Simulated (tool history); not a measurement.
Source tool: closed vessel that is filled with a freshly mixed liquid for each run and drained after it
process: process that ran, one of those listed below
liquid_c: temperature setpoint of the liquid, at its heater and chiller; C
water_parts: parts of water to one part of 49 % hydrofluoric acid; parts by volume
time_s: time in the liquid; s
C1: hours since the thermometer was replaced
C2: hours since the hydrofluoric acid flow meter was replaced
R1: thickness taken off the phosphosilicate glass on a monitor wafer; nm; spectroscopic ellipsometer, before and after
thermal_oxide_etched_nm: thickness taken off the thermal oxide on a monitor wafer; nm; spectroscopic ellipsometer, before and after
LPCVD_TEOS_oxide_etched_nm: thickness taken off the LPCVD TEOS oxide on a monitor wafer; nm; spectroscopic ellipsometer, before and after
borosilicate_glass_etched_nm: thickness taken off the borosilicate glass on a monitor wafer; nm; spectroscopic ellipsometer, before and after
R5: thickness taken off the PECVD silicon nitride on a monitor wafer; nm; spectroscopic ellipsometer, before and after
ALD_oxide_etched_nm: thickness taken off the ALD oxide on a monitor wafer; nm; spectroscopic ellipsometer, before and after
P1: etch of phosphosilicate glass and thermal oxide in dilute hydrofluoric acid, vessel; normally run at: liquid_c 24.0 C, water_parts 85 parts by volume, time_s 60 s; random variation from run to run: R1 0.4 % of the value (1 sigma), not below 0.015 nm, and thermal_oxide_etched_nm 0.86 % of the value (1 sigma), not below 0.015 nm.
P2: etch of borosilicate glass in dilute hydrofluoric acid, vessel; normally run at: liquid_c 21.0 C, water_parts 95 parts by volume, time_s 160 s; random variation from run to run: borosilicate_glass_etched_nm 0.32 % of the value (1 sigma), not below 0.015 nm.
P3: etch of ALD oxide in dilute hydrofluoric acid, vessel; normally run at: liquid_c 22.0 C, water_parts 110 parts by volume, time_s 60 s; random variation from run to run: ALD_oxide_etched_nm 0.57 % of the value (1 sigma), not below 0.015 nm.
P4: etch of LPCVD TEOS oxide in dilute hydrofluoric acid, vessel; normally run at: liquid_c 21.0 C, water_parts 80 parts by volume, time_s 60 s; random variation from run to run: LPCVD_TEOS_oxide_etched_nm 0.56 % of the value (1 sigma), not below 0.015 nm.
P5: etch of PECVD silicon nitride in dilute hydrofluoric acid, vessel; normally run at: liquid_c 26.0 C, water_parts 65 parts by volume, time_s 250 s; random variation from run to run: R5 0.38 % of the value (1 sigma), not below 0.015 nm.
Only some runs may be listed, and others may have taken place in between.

{"run": 1, "day": 0.588, "process": "P1", "liquid_c": 24.0, "water_parts": 85, "time_s": 60, "C1": 992.0, "C2": 401.2, "R1": 73.688, "thermal_oxide_etched_nm": 3.2886}
{"run": 2, "day": 1.012, "process": "P4", "liquid_c": 21.0, "water_parts": 80, "time_s": 60, "C1": 1002.2, "C2": 411.4, "LPCVD_TEOS_oxide_etched_nm": 24.362}
{"run": 3, "day": 1.571, "process": "P4", "liquid_c": 21.0, "water_parts": 80, "time_s": 60, "C1": 1015.6, "C2": 424.8, "LPCVD_TEOS_oxide_etched_nm": 24.635}
{"run": 4, "day": 2.088, "process": "P2", "liquid_c": 21.0, "water_parts": 95, "time_s": 160, "C1": 1028.0, "C2": 437.2, "borosilicate_glass_etched_nm": 53.543}
{"run": 5, "day": 2.708, "process": "P4", "liquid_c": 21.0, "water_parts": 45, "time_s": 60, "C1": 1042.9, "C2": 452.1, "LPCVD_TEOS_oxide_etched_nm": 45.539}
{"run": 6, "day": 3.075, "process": "P1", "liquid_c": 31.0, "water_parts": 85, "time_s": 90, "C1": 1051.7, "C2": 460.9, "R1": 145.32, "thermal_oxide_etched_nm": 6.3435}
{"run": 7, "day": 3.642, "process": "P1", "liquid_c": 30.5, "water_parts": 85, "time_s": 30, "C1": 1065.3, "C2": 474.5, "R1": 47.319, "thermal_oxide_etched_nm": 2.1045}
{"run": 8, "day": 4.242, "process": "P5", "liquid_c": 26.0, "water_parts": 90, "time_s": 250, "C1": 1079.7, "C2": 488.9, "R5": 14.972}
{"run": 9, "day": 4.608, "process": "P1", "liquid_c": 24.0, "water_parts": 45, "time_s": 60, "C1": 1088.5, "C2": 497.7, "R1": 146.92, "thermal_oxide_etched_nm": 6.596}
{"run": 10, "day": 5.142, "process": "P2", "liquid_c": 21.0, "water_parts": 140, "time_s": 160, "C1": 1101.3, "C2": 510.5, "borosilicate_glass_etched_nm": 34.648}
{"day": 5.342, "done": "thermometer replaced"}
{"run": 11, "day": 5.496, "process": "P3", "liquid_c": 22.0, "water_parts": 55, "time_s": 60, "C1": 3.7, "C2": 519.0, "ALD_oxide_etched_nm": 23.411}
{"run": 12, "day": 5.833, "process": "P1", "liquid_c": 24.0, "water_parts": 145, "time_s": 60, "C1": 11.8, "C2": 527.1, "R1": 40.246, "thermal_oxide_etched_nm": 1.8116}
{"run": 13, "day": 6.258, "process": "P1", "liquid_c": 24.0, "water_parts": 85, "time_s": 60, "C1": 22.0, "C2": 537.3, "R1": 73.428, "thermal_oxide_etched_nm": 3.269}
{"run": 14, "day": 6.858, "process": "P2", "liquid_c": 21.0, "water_parts": 95, "time_s": 230, "C1": 36.4, "C2": 551.7, "borosilicate_glass_etched_nm": 76.77}
{"run": 15, "day": 7.283, "process": "P5", "liquid_c": 21.5, "water_parts": 65, "time_s": 250, "C1": 46.6, "C2": 561.9, "R5": 15.3}
{"run": 16, "day": 7.846, "process": "P1", "liquid_c": 29.5, "water_parts": 85, "time_s": 60, "C1": 60.1, "C2": 575.4, "R1": 91.38, "thermal_oxide_etched_nm": 4.0844}
{"run": 17, "day": 8.388, "process": "P4", "liquid_c": 21.0, "water_parts": 80, "time_s": 90, "C1": 73.1, "C2": 588.4, "LPCVD_TEOS_oxide_etched_nm": 36.756}
{"run": 18, "day": 8.783, "process": "P5", "liquid_c": 26.0, "water_parts": 65, "time_s": 365, "C1": 82.6, "C2": 597.9, "R5": 30.275}
{"run": 19, "day": 9.4, "process": "P1", "liquid_c": 17.5, "water_parts": 85, "time_s": 60, "C1": 97.4, "C2": 612.7, "R1": 55.994, "thermal_oxide_etched_nm": 2.551}
{"run": 20, "day": 9.742, "process": "P1", "liquid_c": 24.0, "water_parts": 85, "time_s": 30, "C1": 105.6, "C2": 620.9, "R1": 36.932, "thermal_oxide_etched_nm": 1.6153}
{"run": 21, "day": 10.25, "process": "P1", "liquid_c": 24.0, "water_parts": 85, "time_s": 60, "C1": 117.8, "C2": 633.1, "R1": 73.458, "thermal_oxide_etched_nm": 3.2419}
{"run": 22, "day": 10.658, "process": "P4", "liquid_c": 17.0, "water_parts": 80, "time_s": 60, "C1": 127.6, "C2": 642.9, "LPCVD_TEOS_oxide_etched_nm": 20.754}

Forecast run 23:
{"run": 23, "day": 11.042, "process": "P1", "liquid_c": 24.0, "water_parts": 85, "time_s": 105, "C1": 136.8, "C2": 652.1, "R1": "?", "thermal_oxide_etched_nm": "?"}

Run 23 gave R1 127.870 nm, thermal_oxide_etched_nm 5.7123 nm.
